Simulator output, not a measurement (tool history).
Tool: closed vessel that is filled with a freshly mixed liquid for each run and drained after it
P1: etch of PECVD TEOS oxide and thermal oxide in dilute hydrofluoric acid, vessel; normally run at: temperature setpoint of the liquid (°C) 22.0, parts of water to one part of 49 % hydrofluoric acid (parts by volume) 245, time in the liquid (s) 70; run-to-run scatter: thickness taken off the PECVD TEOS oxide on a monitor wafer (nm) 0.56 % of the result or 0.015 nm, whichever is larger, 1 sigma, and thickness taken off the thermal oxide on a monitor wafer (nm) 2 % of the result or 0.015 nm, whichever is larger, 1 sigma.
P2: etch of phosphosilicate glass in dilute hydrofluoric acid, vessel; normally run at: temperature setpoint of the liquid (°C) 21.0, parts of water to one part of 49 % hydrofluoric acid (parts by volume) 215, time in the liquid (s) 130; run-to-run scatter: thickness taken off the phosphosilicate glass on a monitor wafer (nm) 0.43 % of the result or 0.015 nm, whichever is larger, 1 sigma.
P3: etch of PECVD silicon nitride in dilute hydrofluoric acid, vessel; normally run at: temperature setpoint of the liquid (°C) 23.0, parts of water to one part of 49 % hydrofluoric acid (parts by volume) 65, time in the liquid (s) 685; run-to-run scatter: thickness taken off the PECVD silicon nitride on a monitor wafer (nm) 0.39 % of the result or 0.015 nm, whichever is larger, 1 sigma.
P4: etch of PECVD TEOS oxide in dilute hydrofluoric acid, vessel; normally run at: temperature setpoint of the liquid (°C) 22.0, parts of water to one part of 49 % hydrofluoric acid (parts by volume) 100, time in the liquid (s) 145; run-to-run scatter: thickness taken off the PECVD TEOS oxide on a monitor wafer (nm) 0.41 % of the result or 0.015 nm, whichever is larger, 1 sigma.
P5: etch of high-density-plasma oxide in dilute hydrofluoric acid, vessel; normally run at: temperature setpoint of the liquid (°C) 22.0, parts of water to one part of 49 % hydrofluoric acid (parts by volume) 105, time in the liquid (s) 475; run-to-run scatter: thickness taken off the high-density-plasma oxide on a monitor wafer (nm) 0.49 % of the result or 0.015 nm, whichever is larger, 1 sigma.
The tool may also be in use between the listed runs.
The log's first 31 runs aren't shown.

run   hour  process that ran  temperature setpoint of the liquid (°C)  parts of water to one part of 49 % hydrofluoric acid (parts by volume)  time in the liquid (s)  thickness taken off the PECVD TEOS oxide on a monitor wafer (nm)  thickness taken off the thermal oxide on a monitor wafer (nm)  thickness taken off the phosphosilicate glass on a monitor wafer (nm)  thickness taken off the high-density-plasma oxide on a monitor wafer (nm)  thickness taken off the PECVD silicon nitride on a monitor wafer (nm)
 32  131.0                P1                                     22.0                                                                     245                      70                                                            6.2877                                                        1.05040
 33  134.0                P1                                     22.0                                                                     245                      70                                                            6.4142                                                        1.09420
 34  137.4                P1                                     22.0                                                                     245                      70                                                            6.5443                                                        1.08210
 35  142.4                P1                                     22.0                                                                     245                      70                                                            6.4670                                                        1.11340
 36  147.5                P1                                     22.0                                                                     245                      70                                                            6.5828                                                        1.10980
 37  153.2                P1                                     22.0                                                                     245                      70                                                            6.5257                                                        1.14170
 38  155.8                P1                                     22.0                                                                     245                      70                                                            6.6382                                                        1.14730
 39  158.6                P1                                     22.0                                                                     245                      70                                                            6.6061                                                        1.09420
 40  162.5                P1                                     22.0                                                                     245                      70                                                            6.6875                                                        1.12900

Run 41 comes next. What will it give?
 41  168.0                P1                                     22.0                                                                     245                      70                                                                 ?                                                              ?

{"run 41": {"thickness taken off the PECVD TEOS oxide on a monitor wafer (nm)": 6.6471, "thickness taken off the thermal oxide on a monitor wafer (nm)": 1.1062}}

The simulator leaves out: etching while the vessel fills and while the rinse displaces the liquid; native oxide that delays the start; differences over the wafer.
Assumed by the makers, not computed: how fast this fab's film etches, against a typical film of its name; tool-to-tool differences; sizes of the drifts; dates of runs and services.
